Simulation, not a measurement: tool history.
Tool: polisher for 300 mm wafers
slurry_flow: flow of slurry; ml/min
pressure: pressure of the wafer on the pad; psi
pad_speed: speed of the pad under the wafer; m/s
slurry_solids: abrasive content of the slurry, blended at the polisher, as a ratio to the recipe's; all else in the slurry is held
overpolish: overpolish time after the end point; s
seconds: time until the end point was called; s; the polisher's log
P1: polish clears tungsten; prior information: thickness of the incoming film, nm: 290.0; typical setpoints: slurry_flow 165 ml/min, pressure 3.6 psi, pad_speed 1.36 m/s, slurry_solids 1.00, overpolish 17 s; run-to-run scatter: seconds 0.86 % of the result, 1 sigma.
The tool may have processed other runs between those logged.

run  hour  slurry_flow  pressure  pad_speed  slurry_solids  overpolish  seconds
  1   4.5          165       3.6       1.36           1.00          17   49.686
  2   7.2          165       1.8       2.10           1.00          17   62.663
  3   9.4          165       3.6       1.36           1.00          17   49.883
  4  12.6          100       3.6       0.72           1.00          17  102.550
  5  16.7          165       3.6       1.36           1.00          17   49.185
  6  18.8          165       5.2       1.36           1.00          17   34.191
  7  21.8          215       3.6       1.36           1.00          17   47.160
  8  25.8          165       3.6       1.36           1.00          17   48.787
  9  29.6          165       3.6       1.36           1.00          17   49.320
 10  34.3          165       3.6       1.36           1.00           8   49.684
 11  38.8          165       3.6       0.70           1.00          17   94.582
     40.5  -- slurry nozzle cleaned
 12  42.7          165       3.6       0.76           1.00           5   89.640
 13  47.5          165       3.6       1.36           0.55          17   56.458
 14  50.6          165       3.6       1.36           1.00          17   48.821
 15  54.7          165       3.6       1.36           1.00          17   50.034
 16  57.3          165       1.6       1.36           1.00          17  111.610
 17  59.6          165       3.6       1.36           1.40          17   45.344
 18  62.0          165       3.6       1.36           1.00          34   49.521
 19  65.0          165       3.6       1.90           1.00          17   35.663
 20  69.3          100       3.6       1.36           1.00          17   54.301
 21  74.0          165       3.6       1.36           1.00          17   49.397
 22  78.2          165       3.6       1.36           1.00          17   51.818
 23  80.3          165       3.6       1.36           1.00          17   53.027
     83.9  -- head pressure recalibrated
 24  84.9          165       3.6       1.36           1.00          17   53.178
     85.8  -- slurry blender recalibrated
     85.8  -- slurry tank refilled with fresh slurry and peroxide
 25  89.2          165       3.6       1.36           1.00          17   54.226
 26  92.7          165       3.6       1.36           1.00          17   54.599
 27  95.6          165       3.6       1.36           1.00          17   53.859

The log shows P1 creeping away from where it was. Any of the 2 causes listed here, at the size stated for it, fits the log just as well as the others:
A: removal rate lost through wear of the pad, % = 9.11
B: slurry flow missing at the pad, % = 38.2
At approximately hour 74.0, the process output began to creep.
Other possible causes, and why each is ruled out:
head's pressure below its setpoint, %: its service at hour 83.9 followed the start of the drift and did not put the process back to its old value
abrasive missing from the slurry, %: its service at hour 85.8 followed the start of the drift and did not put the process back to its old value
peroxide lost from the slurry, %: its service at hour 85.8 followed the start of the drift and did not put the process back to its old value

Below are 4 check runs, each averaged over 2 wafers, with their results shown as question marks. Which of them would give clearly different results depending on which cause is behind the drift?
check 1  98.5          165       2.5       1.36           1.00          17        ?
check 2  98.5          165       3.6       1.36           1.00          25        ?
check 3  98.5          100       3.6       1.36           1.00          17        ?
check 4  98.5          165       2.1       1.36           1.00          32        ?

Check results expected under each cause:
  check   result    if A    if B
check 1  seconds  78.009  78.016
check 2  seconds  54.173  54.178
check 3  seconds  59.896  63.147
check 4  seconds  92.868  92.876
Gap, in per cent, between the two causes that each check separates least, read from the result that separates them most: check 1 0.01 %; check 2 0.01 %; check 3 5.29 %; check 4 0.01 %
Check 3 distinguishes between the causes, while the remaining checks would return nearly the same result for all of them.

Check 3 has now been run. It gave: seconds 62.908 s. Which of the candidate causes is it?

Of the candidate causes, it is B: slurry flow missing at the pad, %.
